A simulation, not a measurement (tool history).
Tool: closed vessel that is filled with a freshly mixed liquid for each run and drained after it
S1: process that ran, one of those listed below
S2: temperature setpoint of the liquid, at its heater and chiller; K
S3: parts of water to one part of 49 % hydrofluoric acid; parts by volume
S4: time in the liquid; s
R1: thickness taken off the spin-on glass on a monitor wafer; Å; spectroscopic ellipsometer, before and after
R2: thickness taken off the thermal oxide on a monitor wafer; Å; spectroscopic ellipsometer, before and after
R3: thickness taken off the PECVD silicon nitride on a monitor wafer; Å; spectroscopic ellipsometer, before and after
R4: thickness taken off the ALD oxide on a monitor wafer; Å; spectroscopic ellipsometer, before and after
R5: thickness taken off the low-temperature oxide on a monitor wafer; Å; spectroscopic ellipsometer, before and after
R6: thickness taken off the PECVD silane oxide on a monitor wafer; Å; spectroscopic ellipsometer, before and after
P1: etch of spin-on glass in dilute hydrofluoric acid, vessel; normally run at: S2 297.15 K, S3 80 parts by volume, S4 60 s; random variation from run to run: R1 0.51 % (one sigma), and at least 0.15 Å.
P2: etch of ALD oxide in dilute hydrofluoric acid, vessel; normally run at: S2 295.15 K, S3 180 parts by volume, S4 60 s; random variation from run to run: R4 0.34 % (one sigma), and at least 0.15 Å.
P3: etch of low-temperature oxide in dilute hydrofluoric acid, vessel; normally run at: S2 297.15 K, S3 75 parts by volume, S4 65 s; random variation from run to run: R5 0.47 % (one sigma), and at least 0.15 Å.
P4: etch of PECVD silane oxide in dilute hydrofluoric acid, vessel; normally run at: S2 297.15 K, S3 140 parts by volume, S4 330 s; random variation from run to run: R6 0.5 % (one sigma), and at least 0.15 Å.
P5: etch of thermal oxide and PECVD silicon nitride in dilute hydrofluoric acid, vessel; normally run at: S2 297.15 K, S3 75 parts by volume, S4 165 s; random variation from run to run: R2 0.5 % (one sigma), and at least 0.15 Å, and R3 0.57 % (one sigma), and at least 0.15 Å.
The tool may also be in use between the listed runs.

{"run": 1, "hour": 12.6, "S1": "P1", "S2": 297.15, "S3": 80, "S4": 60, "R1": 261.01}
{"run": 2, "hour": 23.3, "S1": "P1", "S2": 297.15, "S3": 80, "S4": 60, "R1": 262.95}
{"run": 3, "hour": 38.4, "S1": "P1", "S2": 297.15, "S3": 80, "S4": 60, "R1": 260.44}
{"run": 4, "hour": 54.4, "S1": "P5", "S2": 297.15, "S3": 35, "S4": 165, "R2": 239.08, "R3": 74.238}
{"run": 5, "hour": 69.8, "S1": "P2", "S2": 290.15, "S3": 180, "S4": 60, "R4": 56.839}
{"run": 6, "hour": 84.2, "S1": "P5", "S2": 297.15, "S3": 75, "S4": 165, "R2": 104.87, "R3": 35.239}
{"run": 7, "hour": 94.7, "S1": "P3", "S2": 303.15, "S3": 75, "S4": 65, "R5": 195.14}
{"run": 8, "hour": 105.7, "S1": "P1", "S2": 297.15, "S3": 30, "S4": 60, "R1": 751.19}
{"run": 9, "hour": 114.5, "S1": "P3", "S2": 297.15, "S3": 75, "S4": 65, "R5": 154.68}
{"run": 10, "hour": 127.1, "S1": "P4", "S2": 291.15, "S3": 140, "S4": 330, "R6": 310.92}
{"run": 11, "hour": 140.8, "S1": "P1", "S2": 297.15, "S3": 80, "S4": 60, "R1": 260.38}
{"run": 12, "hour": 154.3, "S1": "P3", "S2": 297.15, "S3": 20, "S4": 65, "R5": 621.41}
{"run": 13, "hour": 166.7, "S1": "P4", "S2": 297.15, "S3": 245, "S4": 330, "R6": 201.87}
{"run": 14, "hour": 175.7, "S1": "P1", "S2": 303.15, "S3": 80, "S4": 60, "R1": 332.14}
{"run": 15, "hour": 189.8, "S1": "P5", "S2": 297.15, "S3": 75, "S4": 310, "R2": 197.31, "R3": 66.136}
{"run": 16, "hour": 206.5, "S1": "P3", "S2": 297.15, "S3": 75, "S4": 65, "R5": 154.01}
{"run": 17, "hour": 214.5, "S1": "P1", "S2": 290.15, "S3": 80, "S4": 60, "R1": 197.11}
{"run": 18, "hour": 230.1, "S1": "P1", "S2": 291.65, "S3": 80, "S4": 30, "R1": 104.76}
{"run": 19, "hour": 237.3, "S1": "P1", "S2": 293.65, "S3": 80, "S4": 30, "R1": 113.25}
{"run": 20, "hour": 252.5, "S1": "P1", "S2": 297.15, "S3": 80, "S4": 60, "R1": 262.28}
{"run": 21, "hour": 262.7, "S1": "P1", "S2": 297.15, "S3": 80, "S4": 60, "R1": 259.14}
{"run": 22, "hour": 277.8, "S1": "P1", "S2": 297.15, "S3": 145, "S4": 60, "R1": 135.16}
{"run": 23, "hour": 285.2, "S1": "P4", "S2": 297.15, "S3": 140, "S4": 330, "R6": 397.65}
{"run": 24, "hour": 301.5, "S1": "P2", "S2": 295.15, "S3": 180, "S4": 60, "R4": 69.503}
{"run": 25, "hour": 314.1, "S1": "P3", "S2": 297.15, "S3": 75, "S4": 30, "R5": 71.376}
{"run": 26, "hour": 325.7, "S1": "P4", "S2": 297.15, "S3": 140, "S4": 135, "R6": 162.29}
{"run": 27, "hour": 339.6, "S1": "P5", "S2": 290.15, "S3": 75, "S4": 165, "R2": 78.388, "R3": 21.674}
{"run": 28, "hour": 352.0, "S1": "P2", "S2": 295.15, "S3": 295, "S4": 60, "R4": 38.005}
{"run": 29, "hour": 360.6, "S1": "P2", "S2": 295.15, "S3": 180, "S4": 30, "R4": 34.559}
{"run": 30, "hour": 370.4, "S1": "P4", "S2": 297.15, "S3": 140, "S4": 330, "R6": 393.72}
{"run": 31, "hour": 387.0, "S1": "P1", "S2": 297.15, "S3": 80, "S4": 120, "R1": 527.02}
{"run": 32, "hour": 397.2, "S1": "P1", "S2": 297.15, "S3": 80, "S4": 30, "R1": 130.9}
{"run": 33, "hour": 404.4, "S1": "P1", "S2": 300.65, "S3": 135, "S4": 60, "R1": 167.1}
{"run": 34, "hour": 417.3, "S1": "P5", "S2": 297.15, "S3": 75, "S4": 165, "R2": 104.75, "R3": 35.27}
{"run": 35, "hour": 429.0, "S1": "P1", "S2": 297.15, "S3": 80, "S4": 60, "R1": 263.56}
{"run": 36, "hour": 439.0, "S1": "P1", "S2": 297.15, "S3": 80, "S4": 60, "R1": 255.77}
{"run": 37, "hour": 453.9, "S1": "P1", "S2": 297.15, "S3": 80, "S4": 60, "R1": 251.14}
{"run": 38, "hour": 468.5, "S1": "P1", "S2": 297.15, "S3": 80, "S4": 60, "R1": 248.07}
{"run": 39, "hour": 479.2, "S1": "P1", "S2": 297.15, "S3": 80, "S4": 60, "R1": 247.89}
{"run": 40, "hour": 495.9, "S1": "P1", "S2": 297.15, "S3": 80, "S4": 60, "R1": 245.53}
{"run": 41, "hour": 508.3, "S1": "P1", "S2": 297.15, "S3": 80, "S4": 60, "R1": 247.97}

What P1 gives has crept away from where it was. These 2 causes fit the log equally well, each at the size given:
A: hydrofluoric acid flow below the setpoint (%) = 5.26
B: liquid colder than its thermometer reads (K) = 1.48
The creep began at about hour 429.0.

4 check runs are offered, one wafer each, their results left as question marks. Which one tells the causes apart?
{"run": "check 1", "hour": 520.7, "S1": "P5", "S2": 290.15, "S3": 75, "S4": 305, "R2": "?", "R3": "?"}
{"run": "check 2", "hour": 520.7, "S1": "P2", "S2": 290.15, "S3": 180, "S4": 30, "R4": "?"}
{"run": "check 3", "hour": 520.7, "S1": "P4", "S2": 292.65, "S3": 230, "S4": 330, "R6": "?"}
{"run": "check 4", "hour": 520.7, "S1": "P3", "S2": 297.15, "S3": 20, "S4": 35, "R5": "?"}

What each check would give under each cause:
check=check_1 result=R2 if_A=137.030 if_B=136.300
check=check_1 result=R3 if_A=38.335 if_B=36.376
check=check_2 result=R4 if_A=26.761 if_B=26.847
check=check_3 result=R6 if_A=173.10 if_B=174.67
check=check_4 result=R5 if_A=317.470 if_B=315.160
How far apart the two closest causes lie, in the result that separates them most: check 1 5.24 %; check 2 0.32 %; check 3 0.9 %; check 4 0.73 %
Check 1 tells the causes apart: in the others they would give nearly the same result.

Check 1 was then run and gave: R2 135.970 Å; R3 36.655 Å. Which cause is it?

It is B: liquid colder than its thermometer reads (K).

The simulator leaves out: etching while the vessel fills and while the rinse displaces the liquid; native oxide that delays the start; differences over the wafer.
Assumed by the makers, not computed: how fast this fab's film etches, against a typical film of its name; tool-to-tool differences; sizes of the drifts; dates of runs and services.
